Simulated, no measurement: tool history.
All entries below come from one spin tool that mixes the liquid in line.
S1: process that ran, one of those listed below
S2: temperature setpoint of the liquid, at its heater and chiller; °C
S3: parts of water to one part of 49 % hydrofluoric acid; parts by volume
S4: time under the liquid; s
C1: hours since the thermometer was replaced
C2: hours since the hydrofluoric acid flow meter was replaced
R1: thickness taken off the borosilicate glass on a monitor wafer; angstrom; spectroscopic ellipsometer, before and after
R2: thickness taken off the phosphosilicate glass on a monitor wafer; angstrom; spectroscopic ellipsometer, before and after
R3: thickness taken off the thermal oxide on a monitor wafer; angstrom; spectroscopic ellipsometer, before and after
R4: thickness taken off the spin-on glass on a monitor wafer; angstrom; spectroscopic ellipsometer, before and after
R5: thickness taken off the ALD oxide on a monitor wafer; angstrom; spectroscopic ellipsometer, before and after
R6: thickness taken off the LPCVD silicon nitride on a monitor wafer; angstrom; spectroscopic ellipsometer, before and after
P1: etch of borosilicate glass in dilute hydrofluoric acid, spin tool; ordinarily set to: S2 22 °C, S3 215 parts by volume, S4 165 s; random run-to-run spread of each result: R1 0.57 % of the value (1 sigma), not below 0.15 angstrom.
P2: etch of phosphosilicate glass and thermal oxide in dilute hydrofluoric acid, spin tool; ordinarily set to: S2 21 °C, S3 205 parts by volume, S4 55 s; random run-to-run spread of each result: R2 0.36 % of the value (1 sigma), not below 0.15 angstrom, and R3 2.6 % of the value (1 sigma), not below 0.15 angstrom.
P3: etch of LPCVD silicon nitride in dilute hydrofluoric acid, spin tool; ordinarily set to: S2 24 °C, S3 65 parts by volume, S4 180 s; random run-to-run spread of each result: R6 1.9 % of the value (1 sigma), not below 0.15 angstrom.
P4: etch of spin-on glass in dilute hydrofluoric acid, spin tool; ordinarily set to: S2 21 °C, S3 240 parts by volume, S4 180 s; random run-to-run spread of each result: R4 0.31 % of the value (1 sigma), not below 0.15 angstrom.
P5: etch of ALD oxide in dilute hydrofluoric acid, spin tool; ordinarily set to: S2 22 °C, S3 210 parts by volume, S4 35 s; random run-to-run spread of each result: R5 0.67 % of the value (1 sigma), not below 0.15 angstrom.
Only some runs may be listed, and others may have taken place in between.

run,hour,S1,S2,S3,S4,C1,C2,R1,R2,R3,R4,R5,R6
1,8.7,P1,22,215,165,382.8,632.7,220.19,,,,,
2,13.9,P2,21,205,55,388,637.9,,127.25,10.174,,,
3,18.2,P4,17,240,180,392.3,642.2,,,,149.89,,
4,25.2,P2,21,205,105,399.3,649.2,,241.91,19.311,,,
5,33.4,P1,22,355,95,407.5,657.4,67.752,,,,,
6,40.5,P1,17,215,165,414.6,664.5,182.83,,,,,
7,46.8,P5,29,210,35,420.9,670.8,,,,,56.77,
8,51.4,P1,22,215,285,425.5,675.4,382.33,,,,,
9,56.7,P1,22,40,165,430.8,680.7,1439.6,,,,,
10,63,P4,21,240,180,437.1,687,,,,174.44,,
11,71.2,P1,17,215,265,445.3,695.2,293.27,,,,,
12,79.8,P5,22,65,35,453.9,703.8,,,,,167.69,
13,84.8,P5,22,210,35,458.9,708.8,,,,,43.923,
14,92.3,P1,22,215,165,466.4,716.3,220.31,,,,,
15,98.3,P3,24,110,180,472.4,722.3,,,,,,8.0548
16,103.6,P1,27,215,75,477.7,727.6,120.3,,,,,
17,111.5,P2,26,205,55,485.6,735.5,,153,12.396,,,
18,119.8,P4,21,240,315,493.9,743.8,,,,308.08,,
19,128.6,P1,29,215,165,502.7,752.6,282.14,,,,,
20,135.4,P5,22,210,35,509.5,759.4,,,,,44.374,
21,139.9,P1,22,215,165,514,763.9,219.49,,,,,
22,145.5,P4,21,55,180,519.6,769.5,,,,933.21,,
23,152.3,P2,21,340,55,526.4,776.3,,67.739,5.2538,,,
# hour 153.8: hydrofluoric acid flow meter replaced
24,159.4,P3,24,65,180,533.5,5.6,,,,,,13.506
25,165.3,P1,22,215,90,539.4,11.5,118.89,,,,,
26,170.2,P3,24,65,45,544.3,16.4,,,,,,3.421
27,175.5,P1,22,385,165,549.6,21.7,105.29,,,,,
# hour 180: thermometer replaced
28,182.2,P1,22,215,165,2.3,28.4,223.98,,,,,
29,186.8,P3,24,65,180,6.9,33,,,,,,13.507
30,192.2,P2,21,205,55,12.3,38.4,,127.68,10.732,,,
31,196.4,P5,22,210,15,16.5,42.6,,,,,18.9,
32,200.7,P3,17,65,180,20.8,46.9,,,,,,8.2206
33,208.3,P1,22,215,165,28.4,54.5,222.66,,,,,

Run 34, settings as shown, results not yet in. Your forecast:
34,214,P1,22,215,165,34.1,60.2,?,,,,,

{"run 34": {"R1": 213.58}}
